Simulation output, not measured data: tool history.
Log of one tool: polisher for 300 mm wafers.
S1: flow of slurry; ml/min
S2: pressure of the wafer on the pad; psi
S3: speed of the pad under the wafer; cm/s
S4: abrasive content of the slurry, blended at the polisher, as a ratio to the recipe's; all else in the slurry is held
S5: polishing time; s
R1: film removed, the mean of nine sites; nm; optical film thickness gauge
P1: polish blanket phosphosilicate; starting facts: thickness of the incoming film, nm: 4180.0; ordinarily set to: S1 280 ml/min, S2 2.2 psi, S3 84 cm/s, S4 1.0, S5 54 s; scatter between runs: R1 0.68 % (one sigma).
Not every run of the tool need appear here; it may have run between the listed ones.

run 1 hour=7.3 | S1=280 S2=2.2 S3=84 S4=1.0 S5=54 | R1=322.81
run 2 hour=21.9 | S1=280 S2=2.2 S3=84 S4=1.0 S5=54 | R1=326.12
run 3 hour=34.6 | S1=280 S2=2.2 S3=84 S4=1.0 S5=54 | R1=329.00
run 4 hour=42.2 | S1=280 S2=3.4 S3=38 S4=1.0 S5=54 | R1=270.38
run 5 hour=51.8 | S1=280 S2=2.2 S3=84 S4=1.0 S5=54 | R1=324.32
run 6 hour=66.2 | S1=280 S2=2.2 S3=84 S4=0.5 S5=54 | R1=223.68
run 7 hour=78.0 | S1=280 S2=1.1 S3=84 S4=1.0 S5=54 | R1=162.66
run 8 hour=91.5 | S1=280 S2=2.2 S3=84 S4=1.0 S5=54 | R1=328.53
run 9 hour=100.5 | S1=185 S2=2.2 S3=84 S4=1.0 S5=54 | R1=309.44
run 10 hour=114.4 | S1=380 S2=2.2 S3=84 S4=1.0 S5=54 | R1=334.63
run 11 hour=129.7 | S1=280 S2=2.2 S3=84 S4=1.0 S5=30 | R1=183.15
run 12 hour=138.6 | S1=170 S2=2.2 S3=46 S4=1.0 S5=54 | R1=189.29
run 13 hour=145.6 | S1=280 S2=2.2 S3=132 S4=1.0 S5=54 | R1=474.52
run 14 hour=154.6 | S1=280 S2=2.2 S3=84 S4=1.0 S5=75 | R1=454.84

Forecast run 15:
run 15 hour=165.8 | S1=280 S2=3.5 S3=84 S4=1.0 S5=54 | R1=?

R1: 518.58 nm

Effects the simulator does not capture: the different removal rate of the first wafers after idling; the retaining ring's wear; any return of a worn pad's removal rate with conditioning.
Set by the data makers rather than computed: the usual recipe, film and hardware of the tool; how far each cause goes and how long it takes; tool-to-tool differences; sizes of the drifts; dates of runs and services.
